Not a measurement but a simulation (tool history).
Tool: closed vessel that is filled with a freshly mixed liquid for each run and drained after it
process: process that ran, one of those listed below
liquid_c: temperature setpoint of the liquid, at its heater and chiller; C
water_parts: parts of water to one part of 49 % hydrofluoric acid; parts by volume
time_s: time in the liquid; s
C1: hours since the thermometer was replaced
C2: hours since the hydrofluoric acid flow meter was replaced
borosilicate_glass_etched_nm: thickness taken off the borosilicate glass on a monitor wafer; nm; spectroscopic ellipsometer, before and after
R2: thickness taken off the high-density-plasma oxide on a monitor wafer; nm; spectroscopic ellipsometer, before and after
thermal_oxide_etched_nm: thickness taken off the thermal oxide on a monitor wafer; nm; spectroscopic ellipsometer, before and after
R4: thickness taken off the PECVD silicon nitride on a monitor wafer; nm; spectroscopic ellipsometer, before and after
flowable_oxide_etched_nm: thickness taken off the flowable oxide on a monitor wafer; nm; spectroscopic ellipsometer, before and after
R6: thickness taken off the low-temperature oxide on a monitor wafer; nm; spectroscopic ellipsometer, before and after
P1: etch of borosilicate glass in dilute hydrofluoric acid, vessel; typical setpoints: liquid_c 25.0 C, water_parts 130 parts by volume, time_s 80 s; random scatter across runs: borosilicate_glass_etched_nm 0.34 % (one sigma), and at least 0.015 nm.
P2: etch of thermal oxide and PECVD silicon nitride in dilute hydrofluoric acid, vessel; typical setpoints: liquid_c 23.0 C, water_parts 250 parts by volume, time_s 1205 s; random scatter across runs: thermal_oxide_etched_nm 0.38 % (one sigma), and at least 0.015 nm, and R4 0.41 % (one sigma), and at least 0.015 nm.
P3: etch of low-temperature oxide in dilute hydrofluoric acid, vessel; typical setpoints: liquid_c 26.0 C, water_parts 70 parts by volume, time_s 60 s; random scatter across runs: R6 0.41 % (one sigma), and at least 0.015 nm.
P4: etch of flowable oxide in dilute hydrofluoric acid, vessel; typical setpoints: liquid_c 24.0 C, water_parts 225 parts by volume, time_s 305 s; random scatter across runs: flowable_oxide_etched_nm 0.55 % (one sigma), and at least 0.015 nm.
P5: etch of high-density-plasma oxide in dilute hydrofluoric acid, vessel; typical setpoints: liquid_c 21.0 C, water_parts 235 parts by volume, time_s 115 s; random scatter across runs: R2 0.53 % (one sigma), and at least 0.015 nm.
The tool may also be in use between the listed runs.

Run 1, hour 13.3: process P1, liquid_c 25.0 C, water_parts 130 parts by volume, time_s 80 s; C1 1027.9; C2 1426.7. Result: borosilicate_glass_etched_nm 10.2790 nm.
Run 2, hour 22.7: process P5, liquid_c 21.0 C, water_parts 235 parts by volume, time_s 115 s; C1 1037.3; C2 1436.1. Result: R2 4.1393 nm.
Run 3, hour 32.5: process P2, liquid_c 23.0 C, water_parts 340 parts by volume, time_s 1205 s; C1 1047.1; C2 1445.9. Result: thermal_oxide_etched_nm 12.937 nm, R4 13.951 nm.
Run 4, hour 39.9: process P5, liquid_c 21.0 C, water_parts 235 parts by volume, time_s 115 s; C1 1054.5; C2 1453.3. Result: R2 4.1693 nm.
Run 5, hour 51.5: process P5, liquid_c 21.0 C, water_parts 235 parts by volume, time_s 200 s; C1 1066.1; C2 1464.9. Result: R2 7.1690 nm.
Run 6, hour 60.2: process P1, liquid_c 25.0 C, water_parts 130 parts by volume, time_s 80 s; C1 1074.8; C2 1473.6. Result: borosilicate_glass_etched_nm 10.2800 nm.
Run 7, hour 69.2: process P1, liquid_c 32.0 C, water_parts 195 parts by volume, time_s 80 s; C1 1083.8; C2 1482.6. Result: borosilicate_glass_etched_nm 8.1936 nm.
Run 8, hour 81.5: process P4, liquid_c 24.0 C, water_parts 225 parts by volume, time_s 460 s; C1 1096.1; C2 1494.9. Result: flowable_oxide_etched_nm 43.868 nm.
At hour 85.7: thermometer replaced.
Run 9, hour 90.8: process P4, liquid_c 24.0 C, water_parts 225 parts by volume, time_s 305 s; C1 5.1; C2 1504.2. Result: flowable_oxide_etched_nm 28.988 nm.
Run 10, hour 98.6: process P1, liquid_c 25.0 C, water_parts 75 parts by volume, time_s 80 s; C1 12.9; C2 1512.0. Result: borosilicate_glass_etched_nm 19.0930 nm.
Run 11, hour 107.7: process P3, liquid_c 33.5 C, water_parts 70 parts by volume, time_s 60 s; C1 22.0; C2 1521.1. Result: R6 28.553 nm.
Run 12, hour 114.1: process P5, liquid_c 21.0 C, water_parts 90 parts by volume, time_s 115 s; C1 28.4; C2 1527.5. Result: R2 12.5240 nm.
Run 13, hour 123.2: process P3, liquid_c 26.0 C, water_parts 120 parts by volume, time_s 60 s; C1 37.5; C2 1536.6. Result: R6 11.659 nm.
Run 14, hour 135.8: process P5, liquid_c 29.0 C, water_parts 235 parts by volume, time_s 115 s; C1 50.1; C2 1549.2. Result: R2 5.5033 nm.
Run 15, hour 147.4: process P1, liquid_c 25.0 C, water_parts 130 parts by volume, time_s 30 s; C1 61.7; C2 1560.8. Result: borosilicate_glass_etched_nm 3.8584 nm.
At hour 148.4: hydrofluoric acid flow meter replaced.
Run 16, hour 159.2: process P2, liquid_c 23.0 C, water_parts 250 parts by volume, time_s 1205 s; C1 73.5; C2 10.8. Result: thermal_oxide_etched_nm 19.219 nm, R4 18.673 nm.
Run 17, hour 171.5: process P4, liquid_c 17.0 C, water_parts 225 parts by volume, time_s 305 s; C1 85.8; C2 23.1. Result: flowable_oxide_etched_nm 22.337 nm.
Run 18, hour 179.0: process P2, liquid_c 23.0 C, water_parts 250 parts by volume, time_s 665 s; C1 93.3; C2 30.6. Result: thermal_oxide_etched_nm 10.599 nm, R4 10.368 nm.
Run 19, hour 192.5: process P1, liquid_c 17.0 C, water_parts 130 parts by volume, time_s 80 s; C1 106.8; C2 44.1. Result: borosilicate_glass_etched_nm 7.5384 nm.
Run 20, hour 200.0: process P1, liquid_c 25.0 C, water_parts 185 parts by volume, time_s 80 s; C1 114.3; C2 51.6. Result: borosilicate_glass_etched_nm 6.8311 nm.
Run 21, hour 206.6: process P2, liquid_c 17.0 C, water_parts 250 parts by volume, time_s 1205 s; C1 120.9; C2 58.2. Result: thermal_oxide_etched_nm 15.273 nm, R4 12.747 nm.
Run 22, hour 217.4: process P2, liquid_c 23.0 C, water_parts 250 parts by volume, time_s 1205 s; C1 131.7; C2 69.0. Result: thermal_oxide_etched_nm 19.236 nm, R4 18.890 nm.
Run 23, hour 229.0: process P1, liquid_c 29.0 C, water_parts 130 parts by volume, time_s 80 s; C1 143.3; C2 80.6. Result: borosilicate_glass_etched_nm 11.9390 nm.
Run 24, hour 242.4: process P1, liquid_c 25.0 C, water_parts 55 parts by volume, time_s 40 s; C1 156.7; C2 94.0. Result: borosilicate_glass_etched_nm 13.4170 nm.
Run 25, hour 253.6: process P1, liquid_c 20.5 C, water_parts 130 parts by volume, time_s 40 s; C1 167.9; C2 105.2. Result: borosilicate_glass_etched_nm 4.3344 nm.
Run 26, hour 265.1: process P1, liquid_c 25.0 C, water_parts 130 parts by volume, time_s 80 s; C1 179.4; C2 116.7. Result: borosilicate_glass_etched_nm 10.3300 nm.
Run 27, hour 272.6: process P3, liquid_c 26.0 C, water_parts 70 parts by volume, time_s 30 s; C1 186.9; C2 124.2. Result: R6 10.693 nm.
Run 28, hour 281.3: process P1, liquid_c 25.0 C, water_parts 130 parts by volume, time_s 80 s; C1 195.6; C2 132.9. Result: borosilicate_glass_etched_nm 10.3910 nm.
Run 29, hour 291.2: process P1, liquid_c 25.0 C, water_parts 130 parts by volume, time_s 80 s; C1 205.5; C2 142.8. Result: borosilicate_glass_etched_nm 10.3260 nm.
Run 30, hour 305.4: process P1, liquid_c 25.0 C, water_parts 130 parts by volume, time_s 80 s; C1 219.7; C2 157.0. Result: borosilicate_glass_etched_nm 10.3190 nm.
Run 31, hour 319.3: process P1, liquid_c 25.0 C, water_parts 130 parts by volume, time_s 155 s; C1 233.6; C2 170.9. Result: borosilicate_glass_etched_nm 19.9120 nm.
Run 32, hour 333.1: process P4, liquid_c 24.0 C, water_parts 100 parts by volume, time_s 305 s; C1 247.4; C2 184.7. Result: flowable_oxide_etched_nm 74.486 nm.
Run 33, hour 343.8: process P3, liquid_c 26.0 C, water_parts 70 parts by volume, time_s 60 s; C1 258.1; C2 195.4. Result: R6 21.368 nm.
Run 34, hour 356.3: process P1, liquid_c 25.0 C, water_parts 130 parts by volume, time_s 80 s; C1 270.6; C2 207.9. Result: borosilicate_glass_etched_nm 10.3580 nm.
Run 35, hour 363.2: process P1, liquid_c 25.0 C, water_parts 130 parts by volume, time_s 80 s; C1 277.5; C2 214.8. Result: borosilicate_glass_etched_nm 10.5860 nm.
Run 36, hour 373.8: process P1, liquid_c 25.0 C, water_parts 130 parts by volume, time_s 80 s; C1 288.1; C2 225.4. Result: borosilicate_glass_etched_nm 10.8490 nm.
Run 37, hour 381.7: process P1, liquid_c 25.0 C, water_parts 130 parts by volume, time_s 80 s; C1 296.0; C2 233.3. Result: borosilicate_glass_etched_nm 10.9310 nm.
Run 38, hour 390.4: process P1, liquid_c 25.0 C, water_parts 130 parts by volume, time_s 80 s; C1 304.7; C2 242.0. Result: borosilicate_glass_etched_nm 11.0260 nm.
Run 39, hour 402.3: process P1, liquid_c 25.0 C, water_parts 130 parts by volume, time_s 80 s; C1 316.6; C2 253.9. Result: borosilicate_glass_etched_nm 11.0020 nm.
Run 40, hour 412.1: process P1, liquid_c 25.0 C, water_parts 130 parts by volume, time_s 80 s; C1 326.4; C2 263.7. Result: borosilicate_glass_etched_nm 11.1040 nm.
Run 41, hour 424.9: process P1, liquid_c 25.0 C, water_parts 130 parts by volume, time_s 80 s; C1 339.2; C2 276.5. Result: borosilicate_glass_etched_nm 11.1530 nm.

What will run 42 give?
Run 42, hour 435.3: process P1, liquid_c 25.0 C, water_parts 130 parts by volume, time_s 80 s; C1 349.6; C2 286.9. Result: borosilicate_glass_etched_nm ?.

Run 42 came out at borosilicate_glass_etched_nm 11.1100 nm.

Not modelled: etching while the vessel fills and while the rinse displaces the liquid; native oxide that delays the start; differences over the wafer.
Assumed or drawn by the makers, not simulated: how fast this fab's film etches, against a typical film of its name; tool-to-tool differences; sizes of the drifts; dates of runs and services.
